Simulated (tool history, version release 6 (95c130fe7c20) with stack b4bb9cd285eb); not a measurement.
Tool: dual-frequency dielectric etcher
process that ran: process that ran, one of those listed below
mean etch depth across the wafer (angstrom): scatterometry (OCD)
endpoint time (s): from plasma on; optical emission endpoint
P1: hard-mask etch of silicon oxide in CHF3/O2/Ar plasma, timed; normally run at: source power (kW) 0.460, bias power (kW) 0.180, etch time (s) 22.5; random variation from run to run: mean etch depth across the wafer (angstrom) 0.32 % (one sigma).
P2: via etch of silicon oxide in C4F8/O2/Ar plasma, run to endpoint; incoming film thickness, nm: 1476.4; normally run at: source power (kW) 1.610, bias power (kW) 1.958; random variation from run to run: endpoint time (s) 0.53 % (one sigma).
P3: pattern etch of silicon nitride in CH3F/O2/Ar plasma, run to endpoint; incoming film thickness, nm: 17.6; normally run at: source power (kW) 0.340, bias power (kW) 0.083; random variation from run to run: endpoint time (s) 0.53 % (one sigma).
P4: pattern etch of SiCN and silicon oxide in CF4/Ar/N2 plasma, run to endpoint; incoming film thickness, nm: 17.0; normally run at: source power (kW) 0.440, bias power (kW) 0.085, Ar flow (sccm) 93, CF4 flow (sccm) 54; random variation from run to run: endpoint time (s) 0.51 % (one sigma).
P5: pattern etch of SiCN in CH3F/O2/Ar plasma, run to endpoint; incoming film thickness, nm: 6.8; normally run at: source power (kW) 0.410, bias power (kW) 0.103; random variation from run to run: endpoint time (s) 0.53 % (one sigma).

| run | day | process that ran | source power (kW) | bias power (kW) | etch time (s) | Ar flow (sccm) | CF4 flow (sccm) | mean etch depth across the wafer (angstrom) | endpoint time (s) |
|---|---|---|---|---|---|---|---|---|---|
| 1 | 0.117 | P1 | 0.460 | 0.180 | 22.5 |  |  | 401.24 |  |
| 2 | 0.258 | P4 | 0.440 | 0.085 |  | 93 | 73 |  | 18.929 |
| 3 | 0.412 | P4 | 0.440 | 0.085 |  | 57 | 54 |  | 18.556 |
| 4 | 0.542 | P1 | 0.460 | 0.137 | 22.5 |  |  | 367.80 |  |
| 5 | 0.671 | P2 | 1.000 | 1.958 |  |  |  |  | 385.710 |
| 6 | 0.792 | P4 | 0.590 | 0.085 |  | 93 | 54 |  | 15.287 |
| 7 | 0.958 | P1 | 0.460 | 0.180 | 22.5 |  |  | 402.20 |  |
| 8 | 1.112 | P1 | 0.340 | 0.180 | 17.0 |  |  | 270.40 |  |
| 9 | 1.217 | P1 | 0.460 | 0.180 | 12.5 |  |  | 223.15 |  |
| 10 | 1.342 | P5 | 0.260 | 0.103 |  |  |  |  | 18.822 |
| 11 | 1.429 | P3 | 0.340 | 0.067 |  |  |  |  | 28.322 |
| 12 | 1.529 | P1 | 0.460 | 0.180 | 29.0 |  |  | 517.24 |  |
| 13 | 1.650 | P2 | 1.610 | 1.958 |  |  |  |  | 316.830 |
| 14 | 1.746 | P1 | 0.660 | 0.180 | 22.5 |  |  | 460.91 |  |
| 15 | 1.858 | P3 | 0.340 | 0.083 |  |  |  |  | 26.249 |
| 16 | 2.025 | P3 | 0.420 | 0.083 |  |  |  |  | 24.260 |
| 17 | 2.200 | P1 | 0.460 | 0.180 | 22.5 |  |  | 400.21 |  |
| 18 | 2.358 | P1 | 0.460 | 0.180 | 22.5 |  |  | 399.67 |  |
| 19 | 2.450 | P5 | 0.410 | 0.103 |  |  |  |  | 15.815 |
| 20 | 2.596 | P4 | 0.440 | 0.085 |  | 93 | 54 |  | 19.841 |
| 21 | 2.675 | P5 | 0.410 | 0.083 |  |  |  |  | 17.199 |
| 22 | 2.775 | P5 | 0.410 | 0.103 |  |  |  |  | 15.746 |
| 23 | 2.854 | P1 | 0.460 | 0.180 | 22.5 |  |  | 402.35 |  |
| 24 | 3.017 | P4 | 0.440 | 0.064 |  | 93 | 54 |  | 21.698 |
| 25 | 3.108 | P1 | 0.280 | 0.180 | 22.5 |  |  | 331.95 |  |

The next listed run, before its measurement:
| 26 | 3.267 | P1 | 0.460 | 0.225 | 22.5 |  |  | ? |  |

Run 26 gave mean etch depth across the wafer (angstrom) 433.47.
